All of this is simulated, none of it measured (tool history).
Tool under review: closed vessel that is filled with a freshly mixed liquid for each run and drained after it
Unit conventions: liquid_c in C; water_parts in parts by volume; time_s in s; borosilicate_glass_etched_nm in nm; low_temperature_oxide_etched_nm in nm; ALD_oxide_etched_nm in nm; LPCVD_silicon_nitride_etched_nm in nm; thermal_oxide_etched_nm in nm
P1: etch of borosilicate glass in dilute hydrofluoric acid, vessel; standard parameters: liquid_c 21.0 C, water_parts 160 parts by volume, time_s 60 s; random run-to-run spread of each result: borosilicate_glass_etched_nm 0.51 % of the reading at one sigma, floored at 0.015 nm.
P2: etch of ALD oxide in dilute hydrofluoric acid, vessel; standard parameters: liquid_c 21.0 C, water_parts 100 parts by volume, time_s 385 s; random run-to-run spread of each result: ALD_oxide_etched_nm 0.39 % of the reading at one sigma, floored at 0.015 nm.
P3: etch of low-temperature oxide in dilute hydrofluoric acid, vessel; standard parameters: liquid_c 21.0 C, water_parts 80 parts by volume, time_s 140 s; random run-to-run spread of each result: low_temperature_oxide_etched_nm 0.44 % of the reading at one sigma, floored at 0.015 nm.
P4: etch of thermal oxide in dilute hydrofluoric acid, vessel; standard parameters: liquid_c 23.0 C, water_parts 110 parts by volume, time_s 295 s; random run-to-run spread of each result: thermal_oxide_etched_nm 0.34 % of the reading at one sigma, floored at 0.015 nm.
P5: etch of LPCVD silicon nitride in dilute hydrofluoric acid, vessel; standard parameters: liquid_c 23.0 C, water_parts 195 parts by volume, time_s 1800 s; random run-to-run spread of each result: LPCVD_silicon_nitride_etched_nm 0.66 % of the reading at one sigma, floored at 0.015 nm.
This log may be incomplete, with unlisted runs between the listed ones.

run    day  process  liquid_c  water_parts  time_s  borosilicate_glass_etched_nm  low_temperature_oxide_etched_nm  ALD_oxide_etched_nm  LPCVD_silicon_nitride_etched_nm  thermal_oxide_etched_nm
  1  0.133       P1      21.0          160      60                       13.1460
  2  0.246       P3      21.0           80     140                                                        21.8980
  3  0.350       P2      21.0          100     715                                                                              62.353
  4  0.454       P5      18.0          195    1800                                                                                                               3.2225
  5  0.567       P1      21.0          160      60                       13.0470
  6  0.683       P1      24.5          160      60                       15.0170
  7  0.838       P1      21.0          270      60                        6.8846
  8  0.933       P3      27.5           80     140                                                        28.5840
  9  1.038       P1      21.0          160      60                       12.9910
 10  1.212       P3      21.0          135     140                                                        12.2500
 11  1.379       P2      21.0          100     385                                                                              33.558
 12  1.488       P2      21.0          100     385                                                                              33.743
 13  1.617       P1      17.0          160      60                       11.0220
 14  1.700       P1      21.0          160      85                       18.6740
 15  1.871       P2      21.0          150     385                                                                              21.215
 16  1.962       P3      21.0           80      30                                                         4.7122
 17  2.088       P5      23.0          195    3030                                                                                                               7.5232
 18  2.171       P1      25.0           35      60                       81.4410
 19  2.350       P5      23.0          345    1800                                                                                                               2.5382
 20  2.454       P4      23.0          110     295                                                                                                                                       11.9470
 21  2.604       P1      21.0          160      30                        6.5489
 22  2.721       P1      21.0           85      60                       26.6190
 23  2.804       P4      17.0          110     295                                                                                                                                        9.3216
 24  2.925       P4      23.0          110      65                                                                                                                                        2.6588
 25  3.092       P1      21.0           45      30                       26.2300
 26  3.204       P4      23.0           20     295                                                                                                                                       74.1610
 27  3.375       P2      29.0          100     385                                                                              45.791
 28  3.517       P1      21.0          160      60                       13.0290
 29  3.683       P3      21.0           80     140                                                        22.1760
 30  3.829       P1      21.0          160      60                       13.1020
 31  3.912       P1      21.0          160      60                       13.1100
 32  4.050       P5      23.0          195    1800                                                                                                               4.4992
 33  4.142       P1      21.0          160      60                       13.0520
 34  4.288       P1      21.0          160      60                       12.8700
 35  4.454       P1      21.0          160      60                       12.6280
 36  4.567       P1      21.0          160      60                       12.6380
 37  4.704       P1      21.0          160      60                       12.4610
 38  4.846       P1      21.0          160      60                       12.4350
 39  5.021       P1      21.0          160      60                       12.3760
 40  5.112       P1      21.0          160      60                       12.3450
 41  5.212       P1      21.0          160      60                       12.2580
 42  5.350       P1      21.0          160      60                       12.2690
 43  5.438       P1      21.0          160      60                       12.2680
 44  5.608       P1      21.0          160      60                       12.3610

P1 has crept away from where it was. The log is fitted equally well by each of these 2 causes, at the sizes shown:
A: liquid colder than its thermometer reads (K) = 1.46
B: hydrofluoric acid flow below the setpoint (%) = 4.79
Onset of the creep was near day 4.142.

Below are 4 check runs, each averaged over 2 wafers, with their results shown as question marks. Which of them would give clearly different results depending on which cause is behind the drift?
check 1  5.779       P3      21.0           80     140                                                              ?
check 2  5.779       P2      21.0          100     385                                                                                   ?
check 3  5.779       P5      23.0          195    1800                                                                                                                    ?
check 4  5.779       P4      23.0          110     295                                                                                                                                             ?

If the cause were each of the candidates in turn, the checks would give the following:
  check                           result     if A     if B
check 1  low_temperature_oxide_etched_nm  20.7140  20.8560
check 2              ALD_oxide_etched_nm   31.544   31.702
check 3  LPCVD_silicon_nitride_etched_nm   4.0813   4.2718
check 4          thermal_oxide_etched_nm  11.3160  11.3480
Distance between the nearest two causes, measured in the result of the check that separates them most: check 1 0.69 %; check 2 0.5 %; check 3 4.56 %; check 4 0.28 %
Check 3 tells the causes apart: in the others they would give nearly the same result.

Check 3 has now been run. It gave: LPCVD_silicon_nitride_etched_nm 4.0988 nm. Which of the candidate causes is it?

It is A: liquid colder than its thermometer reads (K).
